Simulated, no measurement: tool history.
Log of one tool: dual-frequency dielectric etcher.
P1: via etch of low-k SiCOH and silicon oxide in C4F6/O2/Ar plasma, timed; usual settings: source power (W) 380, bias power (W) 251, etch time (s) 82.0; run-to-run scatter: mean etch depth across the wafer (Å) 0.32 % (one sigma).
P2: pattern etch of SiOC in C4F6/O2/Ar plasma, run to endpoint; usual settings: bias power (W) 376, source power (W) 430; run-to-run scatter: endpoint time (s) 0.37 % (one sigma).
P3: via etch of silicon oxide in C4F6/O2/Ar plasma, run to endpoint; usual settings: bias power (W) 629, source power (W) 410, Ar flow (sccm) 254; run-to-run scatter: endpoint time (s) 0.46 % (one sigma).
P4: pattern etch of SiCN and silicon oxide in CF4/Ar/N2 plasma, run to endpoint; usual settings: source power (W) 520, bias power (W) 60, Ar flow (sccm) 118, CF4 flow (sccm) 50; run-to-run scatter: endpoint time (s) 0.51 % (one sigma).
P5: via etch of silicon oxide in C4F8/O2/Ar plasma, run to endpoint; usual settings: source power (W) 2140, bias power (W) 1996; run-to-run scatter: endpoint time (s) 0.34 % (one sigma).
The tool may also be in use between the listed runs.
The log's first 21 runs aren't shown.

run,hour,process that ran,source power (W),bias power (W),etch time (s),Ar flow (sccm),CF4 flow (sccm),hours since the last wet clean,hours since the last source power generator calibration,hours since the last bias power generator calibration,mean etch depth across the wafer (Å),endpoint time (s)
22,250.3,P1,380,168,82.0,,,494.5,778.4,143.8,2231.4,
23,264.0,P1,380,251,82.0,,,508.2,792.1,157.5,2562.6,
24,274.3,P1,550,251,82.0,,,518.5,802.4,167.8,2933.4,
25,284.9,P1,380,251,53.5,,,529.1,813.0,178.4,1669.3,
26,296.7,P4,520,60,,118,33,540.9,824.8,190.2,,12.2610
27,310.8,P1,380,310,82.0,,,555.0,838.9,204.3,2745.6,
28,320.1,P2,430,376,,,,564.3,848.2,213.6,,8.9873
29,330.1,P1,380,251,82.0,,,574.3,858.2,223.6,2554.9,
30,337.9,P1,380,251,82.0,,,582.1,866.0,231.4,2572.3,
31,344.8,P1,380,251,82.0,,,589.0,872.9,238.3,2572.5,
32,353.5,P1,380,251,82.0,,,597.7,881.6,247.0,2588.6,

Forecast run 33:
33,363.5,P1,380,251,82.0,,,607.7,891.6,257.0,?,

mean etch depth across the wafer (Å): 2594.2

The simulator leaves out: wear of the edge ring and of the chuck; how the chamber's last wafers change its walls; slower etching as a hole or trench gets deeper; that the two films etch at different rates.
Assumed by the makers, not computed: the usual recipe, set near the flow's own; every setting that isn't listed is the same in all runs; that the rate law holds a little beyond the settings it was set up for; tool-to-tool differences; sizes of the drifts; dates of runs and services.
